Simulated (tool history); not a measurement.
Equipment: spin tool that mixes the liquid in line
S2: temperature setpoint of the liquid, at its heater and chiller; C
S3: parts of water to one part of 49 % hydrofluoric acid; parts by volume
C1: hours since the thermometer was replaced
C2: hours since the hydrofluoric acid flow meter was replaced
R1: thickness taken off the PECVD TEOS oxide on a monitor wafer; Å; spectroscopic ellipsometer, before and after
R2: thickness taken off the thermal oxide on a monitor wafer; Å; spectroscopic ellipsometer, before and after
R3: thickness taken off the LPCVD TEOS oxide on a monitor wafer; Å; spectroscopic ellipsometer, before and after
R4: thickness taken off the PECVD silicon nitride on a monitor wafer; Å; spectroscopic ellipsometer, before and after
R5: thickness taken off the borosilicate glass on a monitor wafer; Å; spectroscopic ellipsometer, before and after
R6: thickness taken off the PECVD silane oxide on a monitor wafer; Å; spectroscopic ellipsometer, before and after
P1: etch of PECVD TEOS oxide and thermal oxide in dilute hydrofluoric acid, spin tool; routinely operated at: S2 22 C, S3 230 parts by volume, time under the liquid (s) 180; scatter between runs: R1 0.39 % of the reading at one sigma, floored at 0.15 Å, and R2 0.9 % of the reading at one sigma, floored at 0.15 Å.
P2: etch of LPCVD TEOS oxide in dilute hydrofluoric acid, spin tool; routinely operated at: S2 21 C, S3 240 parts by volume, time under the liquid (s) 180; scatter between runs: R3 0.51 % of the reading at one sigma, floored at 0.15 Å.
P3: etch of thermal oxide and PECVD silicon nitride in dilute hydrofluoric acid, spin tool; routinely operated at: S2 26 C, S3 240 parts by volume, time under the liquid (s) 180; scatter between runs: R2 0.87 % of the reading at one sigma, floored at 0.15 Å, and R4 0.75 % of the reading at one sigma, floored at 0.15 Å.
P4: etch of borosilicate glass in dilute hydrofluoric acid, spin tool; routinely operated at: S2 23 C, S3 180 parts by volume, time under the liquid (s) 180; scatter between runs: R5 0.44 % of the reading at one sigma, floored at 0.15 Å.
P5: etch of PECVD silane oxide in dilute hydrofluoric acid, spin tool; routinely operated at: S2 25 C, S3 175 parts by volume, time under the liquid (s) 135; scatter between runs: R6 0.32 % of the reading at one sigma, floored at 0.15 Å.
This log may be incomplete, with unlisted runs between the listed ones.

{"run": 1, "day": 0.221, "process that ran": "P1", "S2": 22, "S3": 230, "time under the liquid (s)": 180, "C1": 950.4, "C2": 243.1, "R1": 101.66, "R2": 28.813}
{"run": 2, "day": 0.433, "process that ran": "P1", "S2": 22, "S3": 230, "time under the liquid (s)": 320, "C1": 955.5, "C2": 248.2, "R1": 182.59, "R2": 52.254}
{"run": 3, "day": 0.575, "process that ran": "P1", "S2": 22, "S3": 230, "time under the liquid (s)": 180, "C1": 958.9, "C2": 251.6, "R1": 103.08, "R2": 29.002}
{"run": 4, "day": 0.812, "process that ran": "P1", "S2": 22, "S3": 230, "time under the liquid (s)": 180, "C1": 964.6, "C2": 257.3, "R1": 102.92, "R2": 28.531}
{"run": 5, "day": 0.933, "process that ran": "P1", "S2": 17.5, "S3": 230, "time under the liquid (s)": 180, "C1": 967.5, "C2": 260.2, "R1": 86.003, "R2": 24.295}
{"run": 6, "day": 1.083, "process that ran": "P2", "S2": 21, "S3": 240, "time under the liquid (s)": 180, "C1": 971.1, "C2": 263.8, "R3": 215.44}
{"run": 7, "day": 1.221, "process that ran": "P2", "S2": 21, "S3": 240, "time under the liquid (s)": 180, "C1": 974.4, "C2": 267.1, "R3": 216.29}
{"day": 1.45, "done": "thermometer replaced"}
{"run": 8, "day": 1.467, "process that ran": "P1", "S2": 29, "S3": 230, "time under the liquid (s)": 270, "C1": 0.4, "C2": 273, "R1": 197.26, "R2": 57.254}
{"run": 9, "day": 1.633, "process that ran": "P1", "S2": 22, "S3": 230, "time under the liquid (s)": 180, "C1": 4.4, "C2": 277, "R1": 102.18, "R2": 29.017}
{"run": 10, "day": 1.796, "process that ran": "P3", "S2": 26, "S3": 240, "time under the liquid (s)": 180, "C1": 8.3, "C2": 280.9, "R2": 31.193, "R4": 30.544}
{"run": 11, "day": 2.025, "process that ran": "P3", "S2": 26, "S3": 240, "time under the liquid (s)": 180, "C1": 13.8, "C2": 286.4, "R2": 31.018, "R4": 30.269}
{"run": 12, "day": 2.15, "process that ran": "P2", "S2": 17, "S3": 240, "time under the liquid (s)": 180, "C1": 16.8, "C2": 289.4, "R3": 185.93}
{"run": 13, "day": 2.279, "process that ran": "P4", "S2": 23, "S3": 180, "time under the liquid (s)": 15, "C1": 19.9, "C2": 292.5, "R5": 19.149}
{"run": 14, "day": 2.425, "process that ran": "P1", "S2": 22, "S3": 230, "time under the liquid (s)": 95, "C1": 23.4, "C2": 296, "R1": 53.932, "R2": 15.396}
{"run": 15, "day": 2.662, "process that ran": "P5", "S2": 25, "S3": 250, "time under the liquid (s)": 135, "C1": 29.1, "C2": 301.7, "R6": 105.06}
{"run": 16, "day": 2.846, "process that ran": "P5", "S2": 25, "S3": 175, "time under the liquid (s)": 135, "C1": 33.5, "C2": 306.1, "R6": 161.2}
{"run": 17, "day": 2.983, "process that ran": "P3", "S2": 26, "S3": 105, "time under the liquid (s)": 180, "C1": 36.8, "C2": 309.4, "R2": 84.263, "R4": 69.532}
{"run": 18, "day": 3.117, "process that ran": "P5", "S2": 25, "S3": 175, "time under the liquid (s)": 215, "C1": 40, "C2": 312.6, "R6": 258.34}
{"run": 19, "day": 3.25, "process that ran": "P1", "S2": 30, "S3": 230, "time under the liquid (s)": 180, "C1": 43.2, "C2": 315.8, "R1": 135.78, "R2": 38.698}
{"run": 20, "day": 3.371, "process that ran": "P1", "S2": 22, "S3": 230, "time under the liquid (s)": 180, "C1": 46.1, "C2": 318.7, "R1": 102.2, "R2": 29.403}
{"run": 21, "day": 3.496, "process that ran": "P1", "S2": 22, "S3": 90, "time under the liquid (s)": 180, "C1": 49.1, "C2": 321.7, "R1": 303.3, "R2": 87.044}

What will run 22 give?
{"run": 22, "day": 3.642, "process that ran": "P1", "S2": 22, "S3": 425, "time under the liquid (s)": 180, "C1": 52.6, "C2": 325.2, "R1": "?", "R2": "?"}

R1: 46.559 Å
R2: 13.135 Å
